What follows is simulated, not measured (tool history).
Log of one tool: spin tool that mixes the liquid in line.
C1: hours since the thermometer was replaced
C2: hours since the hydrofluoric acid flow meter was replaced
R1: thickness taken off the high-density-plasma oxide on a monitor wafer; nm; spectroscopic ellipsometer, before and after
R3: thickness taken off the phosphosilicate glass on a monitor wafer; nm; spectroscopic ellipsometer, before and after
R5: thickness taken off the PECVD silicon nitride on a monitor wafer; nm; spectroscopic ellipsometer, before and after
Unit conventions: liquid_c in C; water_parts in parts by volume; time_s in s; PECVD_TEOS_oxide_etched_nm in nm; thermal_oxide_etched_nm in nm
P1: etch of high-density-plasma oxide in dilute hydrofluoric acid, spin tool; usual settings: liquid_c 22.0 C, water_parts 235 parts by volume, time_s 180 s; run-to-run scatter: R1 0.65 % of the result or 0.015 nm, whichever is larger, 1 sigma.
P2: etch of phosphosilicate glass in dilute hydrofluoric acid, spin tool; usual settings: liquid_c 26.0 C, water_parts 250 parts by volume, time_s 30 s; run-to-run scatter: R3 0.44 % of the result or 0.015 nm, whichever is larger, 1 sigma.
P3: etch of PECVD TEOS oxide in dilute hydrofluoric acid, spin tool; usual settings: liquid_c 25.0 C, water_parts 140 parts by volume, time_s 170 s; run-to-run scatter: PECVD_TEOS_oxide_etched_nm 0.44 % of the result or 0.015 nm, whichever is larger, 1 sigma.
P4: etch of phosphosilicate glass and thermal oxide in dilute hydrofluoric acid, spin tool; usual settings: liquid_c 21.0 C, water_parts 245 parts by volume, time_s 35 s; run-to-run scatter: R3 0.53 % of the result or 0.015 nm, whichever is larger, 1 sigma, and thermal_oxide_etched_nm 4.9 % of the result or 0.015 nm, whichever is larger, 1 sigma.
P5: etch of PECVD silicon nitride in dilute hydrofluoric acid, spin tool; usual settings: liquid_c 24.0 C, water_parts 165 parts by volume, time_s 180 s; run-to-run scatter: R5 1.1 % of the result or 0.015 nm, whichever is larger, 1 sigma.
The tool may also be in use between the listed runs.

run 1 hour=10.6 | process=P1 liquid_c=22.0 water_parts=235 time_s=180 | C1=791.7 C2=407.2 | R1=3.17280
run 2 hour=21.6 | process=P1 liquid_c=27.5 water_parts=235 time_s=180 | C1=802.7 C2=418.2 | R1=3.88010
run 3 hour=31.8 | process=P3 liquid_c=25.0 water_parts=45 time_s=170 | C1=812.9 C2=428.4 | PECVD_TEOS_oxide_etched_nm=118.1500
run 4 hour=42.0 | process=P1 liquid_c=22.0 water_parts=115 time_s=85 | C1=823.1 C2=438.6 | R1=3.53180
run 5 hour=50.0 | process=P3 liquid_c=17.0 water_parts=140 time_s=170 | C1=831.1 C2=446.6 | PECVD_TEOS_oxide_etched_nm=24.3790
run 6 hour=56.7 | process=P1 liquid_c=22.0 water_parts=235 time_s=180 | C1=837.8 C2=453.3 | R1=3.22330
run 7 hour=65.6 | process=P4 liquid_c=21.0 water_parts=80 time_s=35 | C1=846.7 C2=462.2 | R3=71.3850 thermal_oxide_etched_nm=1.85090
run 8 hour=73.5 | process=P3 liquid_c=25.0 water_parts=140 time_s=40 | C1=854.6 C2=470.1 | PECVD_TEOS_oxide_etched_nm=7.8207
run 9 hour=83.4 | process=P4 liquid_c=21.0 water_parts=245 time_s=35 | C1=864.5 C2=480.0 | R3=19.6610 thermal_oxide_etched_nm=0.49069
run 10 hour=92.5 | process=P5 liquid_c=24.0 water_parts=165 time_s=180 | C1=873.6 C2=489.1 | R5=2.04820
run 11 hour=103.4 | process=P2 liquid_c=31.0 water_parts=250 time_s=30 | C1=884.5 C2=500.0 | R3=18.2370
run 12 hour=114.3 | process=P1 liquid_c=17.0 water_parts=235 time_s=180 | C1=895.4 C2=510.9 | R1=2.63450
run 13 hour=119.5 | process=P1 liquid_c=22.0 water_parts=365 time_s=180 | C1=900.6 C2=516.1 | R1=1.85200
run 14 hour=127.3 | process=P3 liquid_c=25.0 water_parts=140 time_s=170 | C1=908.4 C2=523.9 | PECVD_TEOS_oxide_etched_nm=33.7840
run 15 hour=136.0 | process=P4 liquid_c=21.0 water_parts=245 time_s=55 | C1=917.1 C2=532.6 | R3=30.7440 thermal_oxide_etched_nm=0.81879
run 16 hour=144.4 | process=P1 liquid_c=22.0 water_parts=235 time_s=180 | C1=925.5 C2=541.0 | R1=3.19360
run 17 hour=153.7 | process=P4 liquid_c=17.0 water_parts=245 time_s=35 | C1=934.8 C2=550.3 | R3=16.8370 thermal_oxide_etched_nm=0.44373
run 18 hour=160.1 | process=P1 liquid_c=17.0 water_parts=335 time_s=180 | C1=941.2 C2=556.7 | R1=1.73330
run 19 hour=167.9 | process=P5 liquid_c=27.5 water_parts=165 time_s=180 | C1=949.0 C2=564.5 | R5=2.52300
run 20 hour=176.0 | process=P1 liquid_c=22.0 water_parts=235 time_s=180 | C1=957.1 C2=572.6 | R1=3.18910
run 21 hour=182.2 | process=P5 liquid_c=24.0 water_parts=165 time_s=80 | C1=963.3 C2=578.8 | R5=0.89761
run 22 hour=187.4 | process=P1 liquid_c=22.0 water_parts=235 time_s=180 | C1=968.5 C2=584.0 | R1=3.15710
run 23 hour=194.2 | process=P2 liquid_c=26.0 water_parts=250 time_s=15 | C1=975.3 C2=590.8 | R3=7.5715
run 24 hour=202.1 | process=P5 liquid_c=24.0 water_parts=225 time_s=180 | C1=983.2 C2=598.7 | R5=1.47950
run 25 hour=211.8 | process=P1 liquid_c=22.0 water_parts=235 time_s=180 | C1=992.9 C2=608.4 | R1=3.14670
run 26 hour=219.3 | process=P2 liquid_c=26.0 water_parts=70 time_s=30 | C1=1000.4 C2=615.9 | R3=67.0320
run 27 hour=229.8 | process=P2 liquid_c=26.0 water_parts=250 time_s=30 | C1=1010.9 C2=626.4 | R3=15.1560
run 28 hour=237.3 | process=P1 liquid_c=22.0 water_parts=235 time_s=15 | C1=1018.4 C2=633.9 | R1=0.24404
run 29 hour=244.6 | process=P1 liquid_c=22.0 water_parts=235 time_s=275 | C1=1025.7 C2=641.2 | R1=4.87180
run 30 hour=250.4 | process=P1 liquid_c=22.0 water_parts=115 time_s=180 | C1=1031.5 C2=647.0 | R1=7.39950
run 31 hour=261.4 | process=P1 liquid_c=22.0 water_parts=235 time_s=180 | C1=1042.5 C2=658.0 | R1=3.20400
run 32 hour=271.1 | process=P1 liquid_c=22.0 water_parts=235 time_s=180 | C1=1052.2 C2=667.7 | R1=3.28330

Run 33 is up next; what results do you expect?
run 33 hour=280.5 | process=P1 liquid_c=22.0 water_parts=235 time_s=180 | C1=1061.6 C2=677.1 | R1=?

{"run 33": {"R1": 3.2985}}

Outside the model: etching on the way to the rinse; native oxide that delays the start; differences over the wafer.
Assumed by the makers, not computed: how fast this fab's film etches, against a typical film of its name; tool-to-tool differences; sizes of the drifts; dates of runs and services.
